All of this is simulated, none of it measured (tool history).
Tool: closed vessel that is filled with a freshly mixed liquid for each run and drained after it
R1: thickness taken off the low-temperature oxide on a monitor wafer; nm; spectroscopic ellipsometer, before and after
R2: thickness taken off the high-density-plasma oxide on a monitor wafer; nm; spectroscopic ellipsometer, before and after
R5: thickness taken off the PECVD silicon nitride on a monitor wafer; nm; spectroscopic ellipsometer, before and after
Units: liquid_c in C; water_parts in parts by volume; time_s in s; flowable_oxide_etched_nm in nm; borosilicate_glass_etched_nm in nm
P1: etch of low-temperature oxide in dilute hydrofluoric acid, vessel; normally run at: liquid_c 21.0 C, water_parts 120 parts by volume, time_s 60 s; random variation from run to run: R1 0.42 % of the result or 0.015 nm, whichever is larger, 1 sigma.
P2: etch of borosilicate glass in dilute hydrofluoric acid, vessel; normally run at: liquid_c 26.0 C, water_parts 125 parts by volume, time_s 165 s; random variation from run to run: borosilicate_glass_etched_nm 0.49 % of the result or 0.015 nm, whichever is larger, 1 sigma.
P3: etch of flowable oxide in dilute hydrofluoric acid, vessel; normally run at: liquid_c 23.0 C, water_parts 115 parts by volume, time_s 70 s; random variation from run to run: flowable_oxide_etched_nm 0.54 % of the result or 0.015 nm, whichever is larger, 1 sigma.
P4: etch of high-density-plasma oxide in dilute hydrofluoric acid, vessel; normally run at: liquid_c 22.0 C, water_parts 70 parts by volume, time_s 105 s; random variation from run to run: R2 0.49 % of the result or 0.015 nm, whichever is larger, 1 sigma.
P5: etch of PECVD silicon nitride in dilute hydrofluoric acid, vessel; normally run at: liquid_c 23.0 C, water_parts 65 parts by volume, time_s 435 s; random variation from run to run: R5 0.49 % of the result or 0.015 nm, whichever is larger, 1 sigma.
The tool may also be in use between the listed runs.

{"run": 1, "hour": 4.2, "process": "P1", "liquid_c": 21.0, "water_parts": 120, "time_s": 60, "R1": 15.043}
{"run": 2, "hour": 7.0, "process": "P4", "liquid_c": 28.5, "water_parts": 70, "time_s": 105, "R2": 11.413}
{"run": 3, "hour": 10.7, "process": "P1", "liquid_c": 21.0, "water_parts": 40, "time_s": 60, "R1": 49.812}
{"run": 4, "hour": 13.9, "process": "P1", "liquid_c": 21.0, "water_parts": 120, "time_s": 95, "R1": 23.892}
{"run": 5, "hour": 17.0, "process": "P1", "liquid_c": 17.0, "water_parts": 120, "time_s": 60, "R1": 12.926}
{"run": 6, "hour": 21.7, "process": "P3", "liquid_c": 23.0, "water_parts": 115, "time_s": 40, "flowable_oxide_etched_nm": 8.6533}
{"hour": 24.2, "done": "thermometer replaced"}
{"run": 7, "hour": 25.5, "process": "P2", "liquid_c": 26.0, "water_parts": 125, "time_s": 165, "borosilicate_glass_etched_nm": 25.497}
{"run": 8, "hour": 28.7, "process": "P1", "liquid_c": 21.0, "water_parts": 50, "time_s": 90, "R1": 59.281}
{"run": 9, "hour": 32.3, "process": "P3", "liquid_c": 23.0, "water_parts": 30, "time_s": 70, "flowable_oxide_etched_nm": 64.201}
{"run": 10, "hour": 38.0, "process": "P5", "liquid_c": 23.0, "water_parts": 65, "time_s": 740, "R5": 56.391}
{"run": 11, "hour": 43.6, "process": "P1", "liquid_c": 27.0, "water_parts": 120, "time_s": 60, "R1": 19.129}
{"run": 12, "hour": 46.1, "process": "P1", "liquid_c": 21.0, "water_parts": 120, "time_s": 60, "R1": 15.073}
{"run": 13, "hour": 49.5, "process": "P3", "liquid_c": 23.0, "water_parts": 115, "time_s": 70, "flowable_oxide_etched_nm": 14.977}
{"run": 14, "hour": 55.2, "process": "P1", "liquid_c": 21.0, "water_parts": 165, "time_s": 60, "R1": 10.477}
{"run": 15, "hour": 59.5, "process": "P1", "liquid_c": 21.0, "water_parts": 120, "time_s": 30, "R1": 7.5685}
{"run": 16, "hour": 64.0, "process": "P2", "liquid_c": 22.0, "water_parts": 125, "time_s": 165, "borosilicate_glass_etched_nm": 21.859}
{"run": 17, "hour": 66.9, "process": "P2", "liquid_c": 26.0, "water_parts": 35, "time_s": 165, "borosilicate_glass_etched_nm": 102.68}
{"run": 18, "hour": 71.9, "process": "P2", "liquid_c": 26.0, "water_parts": 125, "time_s": 165, "borosilicate_glass_etched_nm": 25.67}
{"run": 19, "hour": 77.5, "process": "P1", "liquid_c": 21.0, "water_parts": 120, "time_s": 60, "R1": 14.913}
{"run": 20, "hour": 83.2, "process": "P4", "liquid_c": 22.0, "water_parts": 70, "time_s": 150, "R2": 12.542}
{"run": 21, "hour": 88.2, "process": "P1", "liquid_c": 21.0, "water_parts": 120, "time_s": 60, "R1": 15.11}
{"run": 22, "hour": 92.0, "process": "P4", "liquid_c": 22.0, "water_parts": 120, "time_s": 105, "R2": 4.8141}
{"run": 23, "hour": 97.5, "process": "P1", "liquid_c": 21.0, "water_parts": 120, "time_s": 60, "R1": 15.113}
{"run": 24, "hour": 100.1, "process": "P4", "liquid_c": 22.0, "water_parts": 70, "time_s": 105, "R2": 8.8211}
{"run": 25, "hour": 102.9, "process": "P3", "liquid_c": 17.5, "water_parts": 115, "time_s": 70, "flowable_oxide_etched_nm": 12.064}
{"run": 26, "hour": 107.4, "process": "P5", "liquid_c": 23.0, "water_parts": 100, "time_s": 435, "R5": 21.567}
{"run": 27, "hour": 111.1, "process": "P5", "liquid_c": 23.0, "water_parts": 65, "time_s": 435, "R5": 32.995}
{"run": 28, "hour": 115.0, "process": "P5", "liquid_c": 17.5, "water_parts": 65, "time_s": 435, "R5": 22.667}
{"run": 29, "hour": 117.9, "process": "P2", "liquid_c": 26.0, "water_parts": 125, "time_s": 315, "borosilicate_glass_etched_nm": 49.219}
{"run": 30, "hour": 120.5, "process": "P1", "liquid_c": 21.0, "water_parts": 120, "time_s": 60, "R1": 14.956}
{"run": 31, "hour": 125.6, "process": "P1", "liquid_c": 21.0, "water_parts": 120, "time_s": 60, "R1": 15.527}
{"run": 32, "hour": 131.3, "process": "P1", "liquid_c": 21.0, "water_parts": 120, "time_s": 60, "R1": 15.845}
{"run": 33, "hour": 134.2, "process": "P1", "liquid_c": 21.0, "water_parts": 120, "time_s": 60, "R1": 15.93}
{"run": 34, "hour": 139.9, "process": "P1", "liquid_c": 21.0, "water_parts": 120, "time_s": 60, "R1": 16.183}

Forecast run 35:
{"run": 35, "hour": 142.6, "process": "P1", "liquid_c": 21.0, "water_parts": 120, "time_s": 60, "R1": "?"}

{"run 35": {"R1": 16.08}}
